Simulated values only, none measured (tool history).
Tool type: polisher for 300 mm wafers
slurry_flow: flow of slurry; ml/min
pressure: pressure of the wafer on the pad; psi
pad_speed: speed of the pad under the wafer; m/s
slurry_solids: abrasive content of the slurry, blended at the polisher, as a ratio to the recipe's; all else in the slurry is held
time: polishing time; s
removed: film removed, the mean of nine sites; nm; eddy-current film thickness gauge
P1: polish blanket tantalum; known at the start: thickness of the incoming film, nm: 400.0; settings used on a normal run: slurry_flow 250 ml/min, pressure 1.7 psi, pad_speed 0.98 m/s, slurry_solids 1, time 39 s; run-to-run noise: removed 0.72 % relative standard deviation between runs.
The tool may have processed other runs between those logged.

run   hour  slurry_flow  pressure  pad_speed  slurry_solids  time  wafers polished on this pad  hours since the slurry nozzle was cleaned  hours since the head pressure was calibrated  hours since the slurry blender was calibrated  removed
  1    4.8          250       1.7       0.98              1    39                          304                                      114.6                                           243                                             77   46.312
  2   10.1          250       1.7       0.98           0.55    39                          371                                      119.9                                         248.3                                           82.3   37.683
  3   14.9          250       1.7       0.98              1    61                          432                                      124.7                                         253.1                                           87.1   71.317
  4   18.2          150       1.7       0.98              1    39                          474                                        128                                         256.4                                           90.4   42.813
  5   23.5          250       0.9       0.98              1    39                          541                                      133.3                                         261.7                                           95.7   24.786
  6   26.7          250       1.7       1.54              1    39                          582                                      136.5                                         264.9                                           98.9   72.785
      28.8  -- head pressure recalibrated
  7   30.2          250       1.7       0.98              1    39                          626                                        140                                           1.4                                          102.4   45.938
  8   33.6          250       2.7       0.98              1    39                          669                                      143.4                                           4.8                                          105.8   72.309
  9   37.8          250       1.7       0.98              1    39                          722                                      147.6                                             9                                            110   46.299
 10     41          250       1.7       0.98              1    25                          763                                      150.8                                          12.2                                          113.2   29.336
 11     45          250       1.7       0.98              1    39                          814                                      154.8                                          16.2                                          117.2   45.948
 12   49.6          180       1.7       0.98              1    49                          872                                      159.4                                          20.8                                          121.8   55.698
 13   54.9          320       1.7       0.98              1    39                          940                                      164.7                                          26.1                                          127.1   47.709
 14   60.5          250       1.7       0.98              1    39                         1011                                      170.3                                          31.7                                          132.7   46.085
 15   64.8          250       1.7        0.6              1    39                         1065                                      174.6                                            36                                            137   28.129
 16   70.3          250       1.7       0.98           1.25    39                         1135                                      180.1                                          41.5                                          142.5   49.728
 17     73          250       1.7       0.98              1    39                         1169                                      182.8                                          44.2                                          145.2   45.849
 18   77.7          250       1.7       0.98              1    39                         1229                                      187.5                                          48.9                                          149.9   45.989
 19   83.4          250       1.7       0.98              1    39                         1301                                      193.2                                          54.6                                          155.6   44.378
 20   86.6          250       1.7       0.98              1    39                         1342                                      196.4                                          57.8                                          158.8   43.665
 21   90.2          250       1.7       0.98              1    39                         1388                                        200                                          61.4                                          162.4   43.609
 22   95.2          250       1.7       0.98              1    39                         1451                                        205                                          66.4                                          167.4   42.929
      97.5  -- head pressure recalibrated
 23  100.4          250       1.7       0.98              1    39                         1517                                      210.2                                           2.9                                          172.6    43.72
     100.9  -- slurry nozzle cleaned
 24  102.9          250       1.7       0.98              1    39                         1549                                          2                                           5.4                                          175.1   42.552
 25  108.2          250       1.7       0.98              1    39                         1616                                        7.3                                          10.7                                          180.4   42.423
 26    114          250       1.7       0.98              1    39                         1690                                       13.1                                          16.5                                          186.2   42.588
 27  119.6          250       1.7       0.98              1    39                         1761                                       18.7                                          22.1                                          191.8   43.051
 28  122.4          250       1.7       0.98              1    39                         1797                                       21.5                                          24.9                                          194.6   42.625

The log shows P1 creeping away from where it was. Any of the 2 causes listed here, at the size stated for it, fits the log just as well as the others:
A: removal rate lost through wear of the pad, % = 7.93
B: abrasive missing from the slurry, % = 23.2
The process output started creeping at around hour 73.
Excluded causes, each with its reason:
slurry flow missing at the pad, %: serviced at hour 100.9, after the drift had started, without restoring the earlier output
head's pressure below its setpoint, %: serviced at hour 97.5, after the drift had started, without restoring the earlier output

Which of the 4 check runs listed below, each an average over 2 wafers with its results shown as question marks, gives clearly different results under the different listed causes?
check 1  125.2          250       2.5       1.28              1    39                                                                                                                                                                             ?
check 2  125.2          250         1       0.98              1    39                                                                                                                                                                             ?
check 3  125.2          250       1.7       1.48              1    39                                                                                                                                                                             ?
check 4  125.2          250       2.5       0.98           0.55    39                                                                                                                                                                             ?

What each check would give under each cause:
  check   result    if A    if B
check 1  removed  81.679  81.665
check 2  removed  25.014   25.01
check 3  removed   64.22  64.209
check 4  removed  50.686   48.84
Per-check spread between the two closest causes, in the result where they differ most: check 1 0.02 %; check 2 0.02 %; check 3 0.02 %; check 4 3.71 %
Check 4 distinguishes between the causes, while the remaining checks would return nearly the same result for all of them.

The results of check 4 are: removed 48.71 nm. Based on these, which of the listed causes is it?

Of the candidate causes, it is B: abrasive missing from the slurry, %.

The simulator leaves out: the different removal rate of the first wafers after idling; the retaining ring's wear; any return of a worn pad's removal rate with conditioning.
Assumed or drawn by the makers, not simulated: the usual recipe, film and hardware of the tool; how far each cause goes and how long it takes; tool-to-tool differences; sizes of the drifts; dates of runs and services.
